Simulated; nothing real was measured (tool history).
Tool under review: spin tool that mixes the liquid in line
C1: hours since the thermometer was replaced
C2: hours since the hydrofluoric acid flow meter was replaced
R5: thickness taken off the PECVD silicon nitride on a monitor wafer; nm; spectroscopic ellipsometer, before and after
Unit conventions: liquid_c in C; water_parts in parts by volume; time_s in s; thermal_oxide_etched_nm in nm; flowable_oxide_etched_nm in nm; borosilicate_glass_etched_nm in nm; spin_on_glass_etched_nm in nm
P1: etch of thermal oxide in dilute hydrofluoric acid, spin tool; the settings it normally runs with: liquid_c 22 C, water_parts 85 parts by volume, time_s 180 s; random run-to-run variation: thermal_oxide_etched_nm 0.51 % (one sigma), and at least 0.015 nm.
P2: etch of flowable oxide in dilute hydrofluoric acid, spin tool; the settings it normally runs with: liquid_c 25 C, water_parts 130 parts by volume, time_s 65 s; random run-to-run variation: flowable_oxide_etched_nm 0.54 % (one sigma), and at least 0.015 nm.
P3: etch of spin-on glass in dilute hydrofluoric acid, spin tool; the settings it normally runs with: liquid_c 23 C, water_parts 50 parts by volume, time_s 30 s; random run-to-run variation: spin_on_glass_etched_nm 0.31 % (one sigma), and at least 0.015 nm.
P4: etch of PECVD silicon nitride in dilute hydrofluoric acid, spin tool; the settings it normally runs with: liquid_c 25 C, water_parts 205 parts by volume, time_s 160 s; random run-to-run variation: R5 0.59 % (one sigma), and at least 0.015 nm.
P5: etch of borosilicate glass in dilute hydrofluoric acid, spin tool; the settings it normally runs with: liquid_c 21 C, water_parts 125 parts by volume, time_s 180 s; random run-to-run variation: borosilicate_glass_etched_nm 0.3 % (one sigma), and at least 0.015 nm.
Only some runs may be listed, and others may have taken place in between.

Run 1, day 0.383: process P1, liquid_c 22 C, water_parts 85 parts by volume, time_s 180 s; C1 684; C2 329.5. Result: thermal_oxide_etched_nm 9.48 nm.
Run 2, day 0.75: process P2, liquid_c 25 C, water_parts 130 parts by volume, time_s 65 s; C1 692.8; C2 338.3. Result: flowable_oxide_etched_nm 21.973 nm.
Run 3, day 1.212: process P1, liquid_c 22 C, water_parts 85 parts by volume, time_s 180 s; C1 703.9; C2 349.4. Result: thermal_oxide_etched_nm 9.5995 nm.
Run 4, day 1.533: process P5, liquid_c 17 C, water_parts 125 parts by volume, time_s 180 s; C1 711.6; C2 357.1. Result: borosilicate_glass_etched_nm 17.939 nm.
Run 5, day 2.038: process P3, liquid_c 23 C, water_parts 50 parts by volume, time_s 30 s; C1 723.7; C2 369.2. Result: spin_on_glass_etched_nm 24.012 nm.
Run 6, day 2.462: process P4, liquid_c 25 C, water_parts 205 parts by volume, time_s 65 s; C1 733.9; C2 379.4. Result: R5 1.9294 nm.
Run 7, day 3.012: process P1, liquid_c 18 C, water_parts 40 parts by volume, time_s 180 s; C1 747.1; C2 392.6. Result: thermal_oxide_etched_nm 18.346 nm.
Run 8, day 3.35: process P3, liquid_c 27 C, water_parts 50 parts by volume, time_s 30 s; C1 755.2; C2 400.7. Result: spin_on_glass_etched_nm 28.279 nm.
Run 9, day 3.658: process P1, liquid_c 22 C, water_parts 45 parts by volume, time_s 180 s; C1 762.6; C2 408.1. Result: thermal_oxide_etched_nm 19.114 nm.
Run 10, day 3.954: process P5, liquid_c 21 C, water_parts 125 parts by volume, time_s 180 s; C1 769.7; C2 415.2. Result: borosilicate_glass_etched_nm 21.033 nm.
Run 11, day 4.362: process P4, liquid_c 25 C, water_parts 205 parts by volume, time_s 160 s; C1 779.5; C2 425. Result: R5 4.7749 nm.
Run 12, day 4.629: process P1, liquid_c 22 C, water_parts 85 parts by volume, time_s 180 s; C1 785.9; C2 431.4. Result: thermal_oxide_etched_nm 9.578 nm.
Run 13, day 5.017: process P2, liquid_c 32.5 C, water_parts 130 parts by volume, time_s 65 s; C1 795.2; C2 440.7. Result: flowable_oxide_etched_nm 29.049 nm.
Run 14, day 5.458: process P1, liquid_c 29.5 C, water_parts 40 parts by volume, time_s 180 s; C1 805.8; C2 451.3. Result: thermal_oxide_etched_nm 29.248 nm.
Run 15, day 5.921: process P1, liquid_c 22 C, water_parts 145 parts by volume, time_s 295 s; C1 816.9; C2 462.4. Result: thermal_oxide_etched_nm 8.6716 nm.
Run 16, day 6.204: process P2, liquid_c 25 C, water_parts 225 parts by volume, time_s 65 s; C1 823.7; C2 469.2. Result: flowable_oxide_etched_nm 11.341 nm.
Run 17, day 6.729: process P5, liquid_c 21 C, water_parts 125 parts by volume, time_s 180 s; C1 836.3; C2 481.8. Result: borosilicate_glass_etched_nm 21.119 nm.
Run 18, day 7.275: process P3, liquid_c 23 C, water_parts 75 parts by volume, time_s 30 s; C1 849.4; C2 494.9. Result: spin_on_glass_etched_nm 15.548 nm.
Run 19, day 7.742: process P1, liquid_c 22 C, water_parts 85 parts by volume, time_s 180 s; C1 860.6; C2 506.1. Result: thermal_oxide_etched_nm 9.6652 nm.
Run 20, day 8.025: process P1, liquid_c 22 C, water_parts 120 parts by volume, time_s 180 s; C1 867.4; C2 512.9. Result: thermal_oxide_etched_nm 6.5182 nm.
Run 21, day 8.425: process P1, liquid_c 17 C, water_parts 85 parts by volume, time_s 180 s; C1 877; C2 522.5. Result: thermal_oxide_etched_nm 7.8041 nm.
Run 22, day 8.892: process P1, liquid_c 22 C, water_parts 85 parts by volume, time_s 180 s; C1 888.2; C2 533.7. Result: thermal_oxide_etched_nm 9.5717 nm.
Run 23, day 9.162: process P3, liquid_c 23 C, water_parts 50 parts by volume, time_s 65 s; C1 894.7; C2 540.2. Result: spin_on_glass_etched_nm 52.378 nm.
Run 24, day 9.45: process P4, liquid_c 19.5 C, water_parts 205 parts by volume, time_s 160 s; C1 901.6; C2 547.1. Result: R5 3.3111 nm.
Run 25, day 9.75: process P4, liquid_c 25 C, water_parts 205 parts by volume, time_s 160 s; C1 908.8; C2 554.3. Result: R5 4.7619 nm.
Run 26, day 10.121: process P2, liquid_c 25 C, water_parts 130 parts by volume, time_s 105 s; C1 917.7; C2 563.2. Result: flowable_oxide_etched_nm 35.86 nm.
Run 27, day 10.442: process P1, liquid_c 22 C, water_parts 85 parts by volume, time_s 180 s; C1 925.4; C2 570.9. Result: thermal_oxide_etched_nm 9.6536 nm.
Run 28, day 10.867: process P5, liquid_c 21 C, water_parts 125 parts by volume, time_s 15 s; C1 935.6; C2 581.1. Result: borosilicate_glass_etched_nm 1.7655 nm.
Run 29, day 11.317: process P1, liquid_c 26 C, water_parts 85 parts by volume, time_s 180 s; C1 946.4; C2 591.9. Result: thermal_oxide_etched_nm 11.282 nm.
At day 11.338: hydrofluoric acid flow meter replaced.
Run 30, day 11.812: process P4, liquid_c 25 C, water_parts 50 parts by volume, time_s 160 s; C1 958.3; C2 11.5. Result: R5 18.953 nm.
Run 31, day 12.362: process P5, liquid_c 21 C, water_parts 80 parts by volume, time_s 180 s; C1 971.5; C2 24.7. Result: borosilicate_glass_etched_nm 34.695 nm.
Run 32, day 12.738: process P1, liquid_c 22 C, water_parts 85 parts by volume, time_s 285 s; C1 980.5; C2 33.7. Result: thermal_oxide_etched_nm 15.042 nm.
Run 33, day 13.225: process P1, liquid_c 22 C, water_parts 85 parts by volume, time_s 85 s; C1 992.2; C2 45.4. Result: thermal_oxide_etched_nm 4.5455 nm.
Run 34, day 13.588: process P1, liquid_c 22 C, water_parts 85 parts by volume, time_s 180 s; C1 1000.9; C2 54.1. Result: thermal_oxide_etched_nm 9.4921 nm.
Run 35, day 13.988: process P1, liquid_c 22 C, water_parts 85 parts by volume, time_s 180 s; C1 1010.5; C2 63.7. Result: thermal_oxide_etched_nm 9.3957 nm.
Run 36, day 14.362: process P1, liquid_c 22 C, water_parts 85 parts by volume, time_s 180 s; C1 1019.5; C2 72.7. Result: thermal_oxide_etched_nm 9.3065 nm.
Run 37, day 14.862: process P1, liquid_c 22 C, water_parts 85 parts by volume, time_s 180 s; C1 1031.5; C2 84.7. Result: thermal_oxide_etched_nm 9.1575 nm.
Run 38, day 15.238: process P1, liquid_c 22 C, water_parts 85 parts by volume, time_s 180 s; C1 1040.5; C2 93.7. Result: thermal_oxide_etched_nm 9.05 nm.
Run 39, day 15.783: process P1, liquid_c 22 C, water_parts 85 parts by volume, time_s 180 s; C1 1053.6; C2 106.8. Result: thermal_oxide_etched_nm 8.9431 nm.
Run 40, day 16.229: process P1, liquid_c 22 C, water_parts 85 parts by volume, time_s 180 s; C1 1064.3; C2 117.5. Result: thermal_oxide_etched_nm 8.8949 nm.
Run 41, day 16.767: process P1, liquid_c 22 C, water_parts 85 parts by volume, time_s 180 s; C1 1077.2; C2 130.4. Result: thermal_oxide_etched_nm 8.9117 nm.
Run 42, day 17.188: process P1, liquid_c 22 C, water_parts 85 parts by volume, time_s 180 s; C1 1087.3; C2 140.5. Result: thermal_oxide_etched_nm 8.9913 nm.
Run 43, day 17.442: process P1, liquid_c 22 C, water_parts 85 parts by volume, time_s 180 s; C1 1093.4; C2 146.6. Result: thermal_oxide_etched_nm 8.9198 nm.
Run 44, day 17.804: process P1, liquid_c 22 C, water_parts 85 parts by volume, time_s 180 s; C1 1102.1; C2 155.3. Result: thermal_oxide_etched_nm 8.9334 nm.
Run 45, day 18.292: process P1, liquid_c 22 C, water_parts 85 parts by volume, time_s 180 s; C1 1113.8; C2 167. Result: thermal_oxide_etched_nm 8.9215 nm.

What P1 gives has crept away from where it was. These 2 causes fit the log equally well, each at the size given:
A: liquid colder than its thermometer reads (K) = 1.74
B: hydrofluoric acid flow below the setpoint (%) = 6.26
The drift started at roughly day 13.588.

The list below offers 4 check runs, each averaging the results of 2 wafers, and shows each result as a question mark. For which of them would the listed causes give clearly different results?
Run check 1, day 18.779: process P2, liquid_c 25 C, water_parts 130 parts by volume, time_s 65 s. Result: flowable_oxide_etched_nm ?.
Run check 2, day 18.779: process P3, liquid_c 23 C, water_parts 50 parts by volume, time_s 30 s. Result: spin_on_glass_etched_nm ?.
Run check 3, day 18.779: process P4, liquid_c 25 C, water_parts 205 parts by volume, time_s 160 s. Result: R5 ?.
Run check 4, day 18.779: process P5, liquid_c 21 C, water_parts 125 parts by volume, time_s 180 s. Result: borosilicate_glass_etched_nm ?.

If the cause were each of the candidates in turn, the checks would give the following:
  check                        result    if A    if B
check 1      flowable_oxide_etched_nm  20.587  20.431
check 2       spin_on_glass_etched_nm  22.351  22.434
check 3                            R5  4.2687  4.4668
check 4  borosilicate_glass_etched_nm  19.702  19.631
How far apart the two closest causes lie, in the result that separates them most: check 1 0.76 %; check 2 0.37 %; check 3 4.54 %; check 4 0.36 %
The causes can be told apart only by check 3. The other checks would give nearly the same results under each of them.

Check 3 has now been run. It gave: R5 4.2761 nm. Which of the candidate causes is it?

The correct cause is A, namely: liquid colder than its thermometer reads (K).
